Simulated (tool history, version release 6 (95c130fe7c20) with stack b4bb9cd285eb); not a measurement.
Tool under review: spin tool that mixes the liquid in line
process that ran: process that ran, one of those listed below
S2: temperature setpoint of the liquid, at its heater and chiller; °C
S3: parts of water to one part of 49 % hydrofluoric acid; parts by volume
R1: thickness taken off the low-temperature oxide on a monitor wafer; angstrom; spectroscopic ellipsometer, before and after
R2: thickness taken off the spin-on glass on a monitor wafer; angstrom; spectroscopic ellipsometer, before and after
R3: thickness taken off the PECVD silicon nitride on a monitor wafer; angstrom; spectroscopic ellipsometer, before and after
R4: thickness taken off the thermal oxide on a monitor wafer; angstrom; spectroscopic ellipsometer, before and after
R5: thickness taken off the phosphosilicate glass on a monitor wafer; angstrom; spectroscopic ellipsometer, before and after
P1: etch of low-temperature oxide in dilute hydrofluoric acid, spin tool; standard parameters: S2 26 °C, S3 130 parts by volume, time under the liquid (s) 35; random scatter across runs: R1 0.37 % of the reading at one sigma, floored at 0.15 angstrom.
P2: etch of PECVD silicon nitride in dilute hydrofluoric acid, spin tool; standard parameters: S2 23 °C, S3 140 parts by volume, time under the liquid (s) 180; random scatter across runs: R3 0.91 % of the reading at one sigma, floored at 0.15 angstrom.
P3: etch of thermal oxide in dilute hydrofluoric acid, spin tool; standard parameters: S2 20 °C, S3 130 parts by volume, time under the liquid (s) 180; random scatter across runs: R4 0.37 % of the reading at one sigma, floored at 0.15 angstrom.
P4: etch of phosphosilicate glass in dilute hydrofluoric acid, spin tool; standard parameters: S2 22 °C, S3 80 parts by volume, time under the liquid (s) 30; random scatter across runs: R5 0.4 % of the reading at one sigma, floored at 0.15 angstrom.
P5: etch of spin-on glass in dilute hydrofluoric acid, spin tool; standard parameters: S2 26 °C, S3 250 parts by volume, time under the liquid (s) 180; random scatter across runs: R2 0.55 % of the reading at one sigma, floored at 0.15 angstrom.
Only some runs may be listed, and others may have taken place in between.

Run 1, day 0.412: process that ran P1, S2 26 °C, S3 130 parts by volume, time under the liquid (s) 35. Result: R1 83.002 angstrom.
Run 2, day 0.829: process that ran P5, S2 19.5 °C, S3 250 parts by volume, time under the liquid (s) 180. Result: R2 115.96 angstrom.
Run 3, day 1.283: process that ran P2, S2 17.5 °C, S3 140 parts by volume, time under the liquid (s) 180. Result: R3 20.405 angstrom.
Run 4, day 1.567: process that ran P1, S2 21.5 °C, S3 130 parts by volume, time under the liquid (s) 35. Result: R1 70.027 angstrom.
Run 5, day 1.892: process that ran P1, S2 26 °C, S3 170 parts by volume, time under the liquid (s) 65. Result: R1 112.76 angstrom.
Run 6, day 2.304: process that ran P1, S2 26 °C, S3 130 parts by volume, time under the liquid (s) 50. Result: R1 119.23 angstrom.
Run 7, day 2.583: process that ran P2, S2 23 °C, S3 140 parts by volume, time under the liquid (s) 180. Result: R3 28.606 angstrom.
Run 8, day 3.062: process that ran P5, S2 26 °C, S3 60 parts by volume, time under the liquid (s) 180. Result: R2 761.5 angstrom.
Run 9, day 3.292: process that ran P1, S2 26 °C, S3 225 parts by volume, time under the liquid (s) 35. Result: R1 42.939 angstrom.
Run 10, day 3.6: process that ran P3, S2 20 °C, S3 130 parts by volume, time under the liquid (s) 180. Result: R4 56.203 angstrom.
Run 11, day 4.046: process that ran P4, S2 17 °C, S3 80 parts by volume, time under the liquid (s) 30. Result: R5 173.64 angstrom.
Run 12, day 4.408: process that ran P2, S2 23 °C, S3 140 parts by volume, time under the liquid (s) 310. Result: R3 49.357 angstrom.
Run 13, day 4.7: process that ran P5, S2 26 °C, S3 250 parts by volume, time under the liquid (s) 180. Result: R2 146.73 angstrom.
Run 14, day 5.15: process that ran P1, S2 32.5 °C, S3 130 parts by volume, time under the liquid (s) 35. Result: R1 105.37 angstrom.
Run 15, day 5.571: process that ran P4, S2 22 °C, S3 145 parts by volume, time under the liquid (s) 30. Result: R5 110.23 angstrom.
Run 16, day 5.846: process that ran P1, S2 26 °C, S3 130 parts by volume, time under the liquid (s) 35. Result: R1 82.563 angstrom.
Run 17, day 6.183: process that ran P1, S2 26 °C, S3 130 parts by volume, time under the liquid (s) 15. Result: R1 35.97 angstrom.
Run 18, day 6.458: process that ran P3, S2 27 °C, S3 130 parts by volume, time under the liquid (s) 180. Result: R4 74.175 angstrom.
Run 19, day 6.892: process that ran P1, S2 26 °C, S3 35 parts by volume, time under the liquid (s) 50. Result: R1 497.88 angstrom.
Run 20, day 7.242: process that ran P5, S2 26 °C, S3 250 parts by volume, time under the liquid (s) 365. Result: R2 295.34 angstrom.
Run 21, day 7.592: process that ran P1, S2 26 °C, S3 130 parts by volume, time under the liquid (s) 35. Result: R1 82.765 angstrom.
Run 22, day 8.075: process that ran P4, S2 22 °C, S3 80 parts by volume, time under the liquid (s) 55. Result: R5 395.3 angstrom.
Run 23, day 8.396: process that ran P1, S2 26 °C, S3 130 parts by volume, time under the liquid (s) 35. Result: R1 83.408 angstrom.
Run 24, day 8.754: process that ran P1, S2 26 °C, S3 80 parts by volume, time under the liquid (s) 60. Result: R1 248.23 angstrom.
Run 25, day 9.183: process that ran P3, S2 20 °C, S3 130 parts by volume, time under the liquid (s) 40. Result: R4 12.437 angstrom.
Run 26, day 9.521: process that ran P3, S2 20 °C, S3 25 parts by volume, time under the liquid (s) 180. Result: R4 329.95 angstrom.
Run 27, day 9.829: process that ran P2, S2 23 °C, S3 235 parts by volume, time under the liquid (s) 180. Result: R3 17.013 angstrom.
Run 28, day 10.212: process that ran P1, S2 26 °C, S3 65 parts by volume, time under the liquid (s) 35. Result: R1 180.34 angstrom.
Run 29, day 10.538: process that ran P4, S2 22 °C, S3 80 parts by volume, time under the liquid (s) 30. Result: R5 214.1 angstrom.
Run 30, day 10.825: process that ran P3, S2 20 °C, S3 130 parts by volume, time under the liquid (s) 180. Result: R4 56.578 angstrom.
Run 31, day 11.054: process that ran P1, S2 26 °C, S3 130 parts by volume, time under the liquid (s) 35. Result: R1 83.136 angstrom.
Run 32, day 11.35: process that ran P1, S2 26 °C, S3 130 parts by volume, time under the liquid (s) 35. Result: R1 84.238 angstrom.
Run 33, day 11.796: process that ran P1, S2 26 °C, S3 130 parts by volume, time under the liquid (s) 35. Result: R1 85.616 angstrom.
Run 34, day 12.108: process that ran P1, S2 26 °C, S3 130 parts by volume, time under the liquid (s) 35. Result: R1 86.453 angstrom.
Run 35, day 12.421: process that ran P1, S2 26 °C, S3 130 parts by volume, time under the liquid (s) 35. Result: R1 87.169 angstrom.
Run 36, day 12.867: process that ran P1, S2 26 °C, S3 130 parts by volume, time under the liquid (s) 35. Result: R1 86.717 angstrom.
Run 37, day 13.233: process that ran P1, S2 26 °C, S3 130 parts by volume, time under the liquid (s) 35. Result: R1 87.956 angstrom.
Run 38, day 13.508: process that ran P1, S2 26 °C, S3 130 parts by volume, time under the liquid (s) 35. Result: R1 87.615 angstrom.

Expected results for the next run?
Run 39, day 13.983: process that ran P1, S2 26 °C, S3 130 parts by volume, time under the liquid (s) 35. Result: R1 ?.

R1: 87.701 angstrom

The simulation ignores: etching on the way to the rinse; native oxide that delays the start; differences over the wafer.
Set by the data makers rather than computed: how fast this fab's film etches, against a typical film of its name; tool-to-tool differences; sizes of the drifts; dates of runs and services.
